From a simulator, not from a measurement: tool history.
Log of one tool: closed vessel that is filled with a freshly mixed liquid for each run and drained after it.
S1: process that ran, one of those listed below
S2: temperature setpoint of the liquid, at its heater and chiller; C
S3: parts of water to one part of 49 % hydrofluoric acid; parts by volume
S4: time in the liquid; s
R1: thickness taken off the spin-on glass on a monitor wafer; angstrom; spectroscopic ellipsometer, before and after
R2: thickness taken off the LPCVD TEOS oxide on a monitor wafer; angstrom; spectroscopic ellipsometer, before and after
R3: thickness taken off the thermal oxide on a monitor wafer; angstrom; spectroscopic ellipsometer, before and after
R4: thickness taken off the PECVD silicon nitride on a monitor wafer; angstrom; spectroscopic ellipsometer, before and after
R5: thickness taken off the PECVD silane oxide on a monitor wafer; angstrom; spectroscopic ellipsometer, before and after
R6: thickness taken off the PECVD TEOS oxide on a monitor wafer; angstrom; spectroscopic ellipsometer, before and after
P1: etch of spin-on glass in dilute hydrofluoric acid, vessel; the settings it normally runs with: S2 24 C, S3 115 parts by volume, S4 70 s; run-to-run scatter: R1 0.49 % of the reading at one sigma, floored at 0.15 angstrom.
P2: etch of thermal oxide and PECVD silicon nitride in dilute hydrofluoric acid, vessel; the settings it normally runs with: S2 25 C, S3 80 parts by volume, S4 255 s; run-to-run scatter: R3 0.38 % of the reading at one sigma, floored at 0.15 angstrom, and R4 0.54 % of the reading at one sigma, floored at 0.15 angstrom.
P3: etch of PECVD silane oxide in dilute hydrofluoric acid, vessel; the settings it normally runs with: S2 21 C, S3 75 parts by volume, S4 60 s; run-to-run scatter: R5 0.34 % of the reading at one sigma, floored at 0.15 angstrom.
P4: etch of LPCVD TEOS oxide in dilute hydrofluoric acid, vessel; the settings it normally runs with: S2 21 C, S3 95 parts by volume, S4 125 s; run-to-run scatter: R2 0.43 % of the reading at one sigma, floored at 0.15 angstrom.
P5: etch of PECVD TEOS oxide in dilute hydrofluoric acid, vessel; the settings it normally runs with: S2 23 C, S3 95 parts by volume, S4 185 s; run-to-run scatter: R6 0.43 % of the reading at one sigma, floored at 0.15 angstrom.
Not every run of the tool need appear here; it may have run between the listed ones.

run,hour,S1,S2,S3,S4,R1,R2,R3,R4,R5,R6
1,12.9,P1,24,115,70,158.470,,,,,
2,25.4,P4,25,95,125,,392.75,,,,
3,41.2,P2,25,80,255,,,163.63,141.69,,
4,51.0,P3,21,75,60,,,,,136.29,
5,62.5,P1,24,115,70,156.900,,,,,
6,73.0,P3,21,75,60,,,,,136.60,
7,82.4,P1,24,115,70,157.310,,,,,
8,92.3,P1,30,115,70,198.350,,,,,
9,102.7,P4,21,95,125,,335.55,,,,
10,119.3,P3,17,75,60,,,,,114.91,
11,132.3,P2,25,40,255,,,345.25,278.33,,
12,141.1,P5,23,95,310,,,,,,349.26
13,157.9,P1,24,115,70,157.250,,,,,
14,165.9,P2,25,80,430,,,275.25,240.39,,
15,179.2,P1,17,115,70,119.320,,,,,
16,192.5,P4,21,95,70,,187.08,,,,
17,201.4,P3,21,120,60,,,,,81.21,
18,215.5,P1,24,55,70,357.820,,,,,
19,228.8,P5,23,155,185,,,,,,117.71
20,243.7,P1,32,205,70,105.540,,,,,
21,254.5,P5,17,95,185,,,,,,160.83
22,265.0,P1,24,115,35,78.409,,,,,
23,278.8,P2,30,80,255,,,198.28,196.56,,
24,287.3,P4,21,95,125,,336.56,,,,
25,296.3,P3,21,75,105,,,,,239.27,
26,307.3,P1,24,115,70,157.830,,,,,
27,318.1,P1,24,115,70,157.330,,,,,
28,325.8,P5,23,95,185,,,,,,205.76
29,336.6,P4,21,165,125,,177.24,,,,
30,348.7,P1,24,190,70,87.890,,,,,
31,356.5,P5,23,95,185,,,,,,208.48
32,371.0,P1,24,115,110,247.560,,,,,
33,382.6,P1,24,115,70,157.390,,,,,
34,393.1,P1,24,115,70,153.230,,,,,
35,404.3,P1,24,115,70,151.510,,,,,
36,413.0,P1,24,115,70,149.570,,,,,
37,424.7,P1,24,115,70,149.400,,,,,
38,432.8,P1,24,115,70,149.720,,,,,
39,445.9,P1,24,115,70,148.260,,,,,
40,460.3,P1,24,115,70,148.240,,,,,
41,476.9,P1,24,115,70,145.330,,,,,
42,492.6,P1,24,115,70,147.840,,,,,
43,502.2,P1,24,115,70,147.280,,,,,

Compared with where it was, what P1 gives has crept away. Each cause listed below fits the log as well as the rest, at the size given for it:
A: hydrofluoric acid flow below the setpoint (%) = 5.85
B: liquid colder than its thermometer reads (K) = 1.75
The creep began at about hour 382.6.

Listed below are the offered check runs, one wafer per run, with question marks in place of results. For which of them would the causes give clearly different outcomes?
check 1,511.8,P2,28.5,80,255,,,?,?,,
check 2,511.8,P4,21.0,135,125,,?,,,,
check 3,511.8,P3,21.0,110,60,,,,,?,
check 4,511.8,P5,17.0,95,280,,,,,,?

Outcome of each check run for each possible cause:
check,result,if A,if B
check 1,R3,174.94,174.78
check 1,R4,168.25,159.57
check 2,R2,210.07,209.89
check 3,R5,83.259,82.973
check 4,R6,228.82,226.95
Separation of the two closest causes in each check, using whichever result separates them best: check 1 5.3 %; check 2 0.08 %; check 3 0.34 %; check 4 0.82 %
The causes can be told apart only by check 1. The other checks would give nearly the same results under each of them.

Check 1 has now been run. It gave: R3 173.76 angstrom; R4 159.77 angstrom. Which of the candidate causes is it?

The cause is B: liquid colder than its thermometer reads (K).
